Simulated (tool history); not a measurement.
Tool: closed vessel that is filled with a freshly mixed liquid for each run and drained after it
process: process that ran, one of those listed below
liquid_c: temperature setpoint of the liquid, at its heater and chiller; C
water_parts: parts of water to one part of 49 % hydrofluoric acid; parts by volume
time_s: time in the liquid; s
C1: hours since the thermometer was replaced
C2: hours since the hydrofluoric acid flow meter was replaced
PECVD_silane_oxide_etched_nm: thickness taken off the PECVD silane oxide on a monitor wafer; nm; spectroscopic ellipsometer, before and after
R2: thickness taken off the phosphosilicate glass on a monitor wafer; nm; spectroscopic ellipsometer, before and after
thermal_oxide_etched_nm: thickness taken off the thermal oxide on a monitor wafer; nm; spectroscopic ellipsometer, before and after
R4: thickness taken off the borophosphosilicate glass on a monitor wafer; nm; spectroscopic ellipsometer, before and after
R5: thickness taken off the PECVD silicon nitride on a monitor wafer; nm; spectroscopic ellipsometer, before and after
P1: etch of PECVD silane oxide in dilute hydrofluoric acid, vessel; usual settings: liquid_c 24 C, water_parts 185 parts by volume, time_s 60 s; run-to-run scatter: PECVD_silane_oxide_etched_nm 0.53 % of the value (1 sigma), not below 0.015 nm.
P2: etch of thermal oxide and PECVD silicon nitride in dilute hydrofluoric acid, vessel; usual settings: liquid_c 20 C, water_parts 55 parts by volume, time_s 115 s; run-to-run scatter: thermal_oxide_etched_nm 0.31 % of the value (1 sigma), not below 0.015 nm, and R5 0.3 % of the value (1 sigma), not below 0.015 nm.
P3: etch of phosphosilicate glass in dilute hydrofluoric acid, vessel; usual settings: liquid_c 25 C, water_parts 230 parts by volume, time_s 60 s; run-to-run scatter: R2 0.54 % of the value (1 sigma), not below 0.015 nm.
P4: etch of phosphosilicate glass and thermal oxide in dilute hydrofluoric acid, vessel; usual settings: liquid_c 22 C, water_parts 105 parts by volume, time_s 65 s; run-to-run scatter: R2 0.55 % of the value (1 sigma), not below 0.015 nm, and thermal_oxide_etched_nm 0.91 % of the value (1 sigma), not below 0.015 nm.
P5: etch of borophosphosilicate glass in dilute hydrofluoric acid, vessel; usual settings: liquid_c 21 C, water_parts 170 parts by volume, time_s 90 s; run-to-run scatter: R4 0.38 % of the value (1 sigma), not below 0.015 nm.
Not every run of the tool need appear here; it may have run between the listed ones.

{"run": 1, "hour": 9.4, "process": "P1", "liquid_c": 24, "water_parts": 185, "time_s": 60, "C1": 497.7, "C2": 680.9, "PECVD_silane_oxide_etched_nm": 8.8875}
{"run": 2, "hour": 18.9, "process": "P1", "liquid_c": 18, "water_parts": 185, "time_s": 105, "C1": 507.2, "C2": 690.4, "PECVD_silane_oxide_etched_nm": 12.258}
{"run": 3, "hour": 32.1, "process": "P4", "liquid_c": 29.5, "water_parts": 105, "time_s": 65, "C1": 520.4, "C2": 703.6, "R2": 78.384, "thermal_oxide_etched_nm": 3.6212}
{"run": 4, "hour": 45.0, "process": "P1", "liquid_c": 24, "water_parts": 310, "time_s": 35, "C1": 533.3, "C2": 716.5, "PECVD_silane_oxide_etched_nm": 2.6921}
{"run": 5, "hour": 55.3, "process": "P1", "liquid_c": 24, "water_parts": 185, "time_s": 120, "C1": 543.6, "C2": 726.8, "PECVD_silane_oxide_etched_nm": 17.48}
{"run": 6, "hour": 66.4, "process": "P4", "liquid_c": 22, "water_parts": 105, "time_s": 65, "C1": 554.7, "C2": 737.9, "R2": 59.146, "thermal_oxide_etched_nm": 2.749}
{"run": 7, "hour": 74.4, "process": "P5", "liquid_c": 21, "water_parts": 170, "time_s": 90, "C1": 562.7, "C2": 745.9, "R4": 28.569}
{"run": 8, "hour": 83.4, "process": "P1", "liquid_c": 24, "water_parts": 185, "time_s": 30, "C1": 571.7, "C2": 754.9, "PECVD_silane_oxide_etched_nm": 4.3867}
{"run": 9, "hour": 95.3, "process": "P4", "liquid_c": 22, "water_parts": 160, "time_s": 65, "C1": 583.6, "C2": 766.8, "R2": 36.429, "thermal_oxide_etched_nm": 1.7201}
{"run": 10, "hour": 102.3, "process": "P1", "liquid_c": 24, "water_parts": 185, "time_s": 60, "C1": 590.6, "C2": 773.8, "PECVD_silane_oxide_etched_nm": 8.8028}
{"run": 11, "hour": 109.1, "process": "P1", "liquid_c": 19.5, "water_parts": 185, "time_s": 60, "C1": 597.4, "C2": 780.6, "PECVD_silane_oxide_etched_nm": 7.4258}
{"run": 12, "hour": 117.7, "process": "P1", "liquid_c": 24, "water_parts": 115, "time_s": 60, "C1": 606, "C2": 789.2, "PECVD_silane_oxide_etched_nm": 15.421}
{"run": 13, "hour": 130.5, "process": "P5", "liquid_c": 29, "water_parts": 170, "time_s": 90, "C1": 618.8, "C2": 802, "R4": 38.638}
{"run": 14, "hour": 136.7, "process": "P3", "liquid_c": 17, "water_parts": 230, "time_s": 60, "C1": 625, "C2": 808.2, "R2": 25.811}
{"run": 15, "hour": 147.6, "process": "P2", "liquid_c": 17, "water_parts": 55, "time_s": 115, "C1": 635.9, "C2": 819.1, "thermal_oxide_etched_nm": 8.0089, "R5": 6.7597}
{"run": 16, "hour": 159.5, "process": "P3", "liquid_c": 25, "water_parts": 230, "time_s": 60, "C1": 647.8, "C2": 831, "R2": 35.016}
{"run": 17, "hour": 168.2, "process": "P1", "liquid_c": 29.5, "water_parts": 185, "time_s": 60, "C1": 656.5, "C2": 839.7, "PECVD_silane_oxide_etched_nm": 10.674}
{"run": 18, "hour": 178.1, "process": "P2", "liquid_c": 20, "water_parts": 55, "time_s": 115, "C1": 666.4, "C2": 849.6, "thermal_oxide_etched_nm": 9.068, "R5": 8.3327}
{"run": 19, "hour": 186.1, "process": "P5", "liquid_c": 21, "water_parts": 170, "time_s": 30, "C1": 674.4, "C2": 857.6, "R4": 9.4543}
{"run": 20, "hour": 196.7, "process": "P5", "liquid_c": 21, "water_parts": 45, "time_s": 90, "C1": 685, "C2": 868.2, "R4": 125.1}
{"run": 21, "hour": 204.7, "process": "P1", "liquid_c": 24, "water_parts": 185, "time_s": 60, "C1": 693, "C2": 876.2, "PECVD_silane_oxide_etched_nm": 8.8514}
{"hour": 213.6, "done": "hydrofluoric acid flow meter replaced"}
{"run": 22, "hour": 217.3, "process": "P3", "liquid_c": 25, "water_parts": 415, "time_s": 60, "C1": 705.6, "C2": 3.8, "R2": 16.143}
{"run": 23, "hour": 229.6, "process": "P2", "liquid_c": 20, "water_parts": 55, "time_s": 195, "C1": 717.9, "C2": 16.1, "thermal_oxide_etched_nm": 15.453, "R5": 14.128}
{"run": 24, "hour": 239.6, "process": "P3", "liquid_c": 25, "water_parts": 230, "time_s": 105, "C1": 727.9, "C2": 26.1, "R2": 60.914}
{"run": 25, "hour": 248.3, "process": "P5", "liquid_c": 21, "water_parts": 170, "time_s": 90, "C1": 736.6, "C2": 34.8, "R4": 28.557}
{"run": 26, "hour": 257.4, "process": "P1", "liquid_c": 24, "water_parts": 185, "time_s": 60, "C1": 745.7, "C2": 43.9, "PECVD_silane_oxide_etched_nm": 8.7891}
{"run": 27, "hour": 270.0, "process": "P4", "liquid_c": 22, "water_parts": 105, "time_s": 65, "C1": 758.3, "C2": 56.5, "R2": 58.852, "thermal_oxide_etched_nm": 2.7206}
{"run": 28, "hour": 276.3, "process": "P2", "liquid_c": 20, "water_parts": 85, "time_s": 115, "C1": 764.6, "C2": 62.8, "thermal_oxide_etched_nm": 5.6872, "R5": 5.4301}
{"run": 29, "hour": 285.5, "process": "P4", "liquid_c": 22, "water_parts": 105, "time_s": 125, "C1": 773.8, "C2": 72, "R2": 114.28, "thermal_oxide_etched_nm": 5.275}
{"run": 30, "hour": 292.6, "process": "P1", "liquid_c": 24, "water_parts": 185, "time_s": 60, "C1": 780.9, "C2": 79.1, "PECVD_silane_oxide_etched_nm": 8.8097}
{"run": 31, "hour": 305.0, "process": "P1", "liquid_c": 24, "water_parts": 325, "time_s": 60, "C1": 793.3, "C2": 91.5, "PECVD_silane_oxide_etched_nm": 4.3747}
{"run": 32, "hour": 311.5, "process": "P1", "liquid_c": 24, "water_parts": 185, "time_s": 60, "C1": 799.8, "C2": 98, "PECVD_silane_oxide_etched_nm": 8.808}
{"run": 33, "hour": 323.3, "process": "P1", "liquid_c": 24, "water_parts": 185, "time_s": 60, "C1": 811.6, "C2": 109.8, "PECVD_silane_oxide_etched_nm": 8.6236}
{"run": 34, "hour": 330.8, "process": "P1", "liquid_c": 24, "water_parts": 185, "time_s": 60, "C1": 819.1, "C2": 117.3, "PECVD_silane_oxide_etched_nm": 8.4085}
{"run": 35, "hour": 341.5, "process": "P1", "liquid_c": 24, "water_parts": 185, "time_s": 60, "C1": 829.8, "C2": 128, "PECVD_silane_oxide_etched_nm": 8.3745}
{"run": 36, "hour": 349.3, "process": "P1", "liquid_c": 24, "water_parts": 185, "time_s": 60, "C1": 837.6, "C2": 135.8, "PECVD_silane_oxide_etched_nm": 8.2442}
{"run": 37, "hour": 359.6, "process": "P1", "liquid_c": 24, "water_parts": 185, "time_s": 60, "C1": 847.9, "C2": 146.1, "PECVD_silane_oxide_etched_nm": 8.1922}
{"run": 38, "hour": 370.4, "process": "P1", "liquid_c": 24, "water_parts": 185, "time_s": 60, "C1": 858.7, "C2": 156.9, "PECVD_silane_oxide_etched_nm": 8.1518}
{"run": 39, "hour": 382.5, "process": "P1", "liquid_c": 24, "water_parts": 185, "time_s": 60, "C1": 870.8, "C2": 169, "PECVD_silane_oxide_etched_nm": 8.0981}
{"run": 40, "hour": 391.9, "process": "P1", "liquid_c": 24, "water_parts": 185, "time_s": 60, "C1": 880.2, "C2": 178.4, "PECVD_silane_oxide_etched_nm": 8.1937}
{"run": 41, "hour": 402.8, "process": "P1", "liquid_c": 24, "water_parts": 185, "time_s": 60, "C1": 891.1, "C2": 189.3, "PECVD_silane_oxide_etched_nm": 8.2189}
{"run": 42, "hour": 410.7, "process": "P1", "liquid_c": 24, "water_parts": 185, "time_s": 60, "C1": 899, "C2": 197.2, "PECVD_silane_oxide_etched_nm": 8.1385}
{"run": 43, "hour": 417.8, "process": "P1", "liquid_c": 24, "water_parts": 185, "time_s": 60, "C1": 906.1, "C2": 204.3, "PECVD_silane_oxide_etched_nm": 8.0879}

P1 has crept away from where it was. The log is fitted equally well by each of these 2 causes, at the sizes shown:
A: liquid colder than its thermometer reads (K) = 2.13
B: hydrofluoric acid flow below the setpoint (%) = 6.44
The process output started creeping at around hour 311.5.

Question marks stand in for the results of the 4 check runs listed below, each run on one wafer. Under which run would the listed causes show clearly different results?
{"run": "check 1", "hour": 424.9, "process": "P5", "liquid_c": 25, "water_parts": 170, "time_s": 50, "R4": "?"}
{"run": "check 2", "hour": 424.9, "process": "P4", "liquid_c": 26.5, "water_parts": 160, "time_s": 65, "R2": "?", "thermal_oxide_etched_nm": "?"}
{"run": "check 3", "hour": 424.9, "process": "P3", "liquid_c": 18, "water_parts": 230, "time_s": 60, "R2": "?"}
{"run": "check 4", "hour": 424.9, "process": "P2", "liquid_c": 20, "water_parts": 55, "time_s": 160, "thermal_oxide_etched_nm": "?", "R5": "?"}

Expected result of each check under each candidate cause:
check=check_1 result=R4 if_A=17.061 if_B=17.071
check=check_2 result=R2 if_A=39.856 if_B=39.858
check=check_2 result=thermal_oxide_etched_nm if_A=1.845 if_B=1.8451
check=check_3 result=R2 if_A=24.767 if_B=24.837
check=check_4 result=thermal_oxide_etched_nm if_A=11.518 if_B=11.748
check=check_4 result=R5 if_A=9.9621 if_B=10.835
Smallest distance between any two causes, each pair judged by its most separating result, in per cent: check 1 0.06 %; check 2 0.01 %; check 3 0.28 %; check 4 8.4 %
Only check 4 tells the causes apart: in the others they would give nearly the same result.

Running check 4 produced the following: thermal_oxide_etched_nm 11.462 nm; R5 9.9445 nm. Which one of the listed causes fits?

The cause is A: liquid colder than its thermometer reads (K).
